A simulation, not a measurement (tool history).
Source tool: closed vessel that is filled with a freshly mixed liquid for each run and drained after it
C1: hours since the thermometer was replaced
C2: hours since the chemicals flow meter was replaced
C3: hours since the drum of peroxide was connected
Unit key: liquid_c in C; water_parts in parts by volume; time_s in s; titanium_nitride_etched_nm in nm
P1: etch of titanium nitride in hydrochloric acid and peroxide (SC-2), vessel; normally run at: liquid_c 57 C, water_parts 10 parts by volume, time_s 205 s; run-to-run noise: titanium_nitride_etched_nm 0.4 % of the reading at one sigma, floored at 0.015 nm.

{"run": 1, "hour": 11.6, "liquid_c": 57, "water_parts": 10, "time_s": 205, "C1": 207.8, "C2": 287.9, "C3": 347.9, "titanium_nitride_etched_nm": 8.7367}
{"run": 2, "hour": 19.3, "liquid_c": 57, "water_parts": 17, "time_s": 205, "C1": 215.5, "C2": 295.6, "C3": 355.6, "titanium_nitride_etched_nm": 5.567}
{"run": 3, "hour": 29.5, "liquid_c": 57, "water_parts": 10, "time_s": 205, "C1": 225.7, "C2": 305.8, "C3": 365.8, "titanium_nitride_etched_nm": 8.7836}
{"run": 4, "hour": 39.6, "liquid_c": 57, "water_parts": 14.5, "time_s": 30, "C1": 235.8, "C2": 315.9, "C3": 375.9, "titanium_nitride_etched_nm": 0.93488}
{"run": 5, "hour": 47.0, "liquid_c": 67, "water_parts": 14, "time_s": 205, "C1": 243.2, "C2": 323.3, "C3": 383.3, "titanium_nitride_etched_nm": 12.25}
{"run": 6, "hour": 52.5, "liquid_c": 57, "water_parts": 10, "time_s": 355, "C1": 248.7, "C2": 328.8, "C3": 388.8, "titanium_nitride_etched_nm": 15.178}
{"run": 7, "hour": 58.0, "liquid_c": 40, "water_parts": 10, "time_s": 205, "C1": 254.2, "C2": 334.3, "C3": 394.3, "titanium_nitride_etched_nm": 2.7873}
{"hour": 63.7, "done": "chemicals flow meter replaced"}
{"run": 8, "hour": 69.3, "liquid_c": 57, "water_parts": 4, "time_s": 205, "C1": 265.5, "C2": 5.6, "C3": 405.6, "titanium_nitride_etched_nm": 17.618}
{"run": 9, "hour": 79.2, "liquid_c": 57, "water_parts": 15, "time_s": 95, "C1": 275.4, "C2": 15.5, "C3": 415.5, "titanium_nitride_etched_nm": 2.8637}
{"run": 10, "hour": 89.7, "liquid_c": 57, "water_parts": 10, "time_s": 205, "C1": 285.9, "C2": 26, "C3": 426, "titanium_nitride_etched_nm": 8.7653}
{"run": 11, "hour": 99.5, "liquid_c": 57, "water_parts": 10, "time_s": 205, "C1": 295.7, "C2": 35.8, "C3": 435.8, "titanium_nitride_etched_nm": 8.7954}
{"run": 12, "hour": 107.1, "liquid_c": 57, "water_parts": 10, "time_s": 30, "C1": 303.3, "C2": 43.4, "C3": 443.4, "titanium_nitride_etched_nm": 1.2817}
{"run": 13, "hour": 117.7, "liquid_c": 72, "water_parts": 10, "time_s": 205, "C1": 313.9, "C2": 54, "C3": 454, "titanium_nitride_etched_nm": 21.806}
{"run": 14, "hour": 127.9, "liquid_c": 57, "water_parts": 10, "time_s": 205, "C1": 324.1, "C2": 64.2, "C3": 464.2, "titanium_nitride_etched_nm": 8.7911}
{"run": 15, "hour": 138.5, "liquid_c": 57, "water_parts": 10, "time_s": 205, "C1": 334.7, "C2": 74.8, "C3": 474.8, "titanium_nitride_etched_nm": 9.0175}
{"run": 16, "hour": 147.1, "liquid_c": 57, "water_parts": 10, "time_s": 205, "C1": 343.3, "C2": 83.4, "C3": 483.4, "titanium_nitride_etched_nm": 9.1719}
{"run": 17, "hour": 158.5, "liquid_c": 57, "water_parts": 10, "time_s": 205, "C1": 354.7, "C2": 94.8, "C3": 494.8, "titanium_nitride_etched_nm": 9.3153}
{"run": 18, "hour": 163.8, "liquid_c": 57, "water_parts": 10, "time_s": 205, "C1": 360, "C2": 100.1, "C3": 500.1, "titanium_nitride_etched_nm": 9.3312}
{"run": 19, "hour": 173.2, "liquid_c": 57, "water_parts": 10, "time_s": 205, "C1": 369.4, "C2": 109.5, "C3": 509.5, "titanium_nitride_etched_nm": 9.3279}

Expected results for the next run?
{"run": 20, "hour": 181.9, "liquid_c": 57, "water_parts": 10, "time_s": 205, "C1": 378.1, "C2": 118.2, "C3": 518.2, "titanium_nitride_etched_nm": "?"}

titanium_nitride_etched_nm: 9.4757 nm
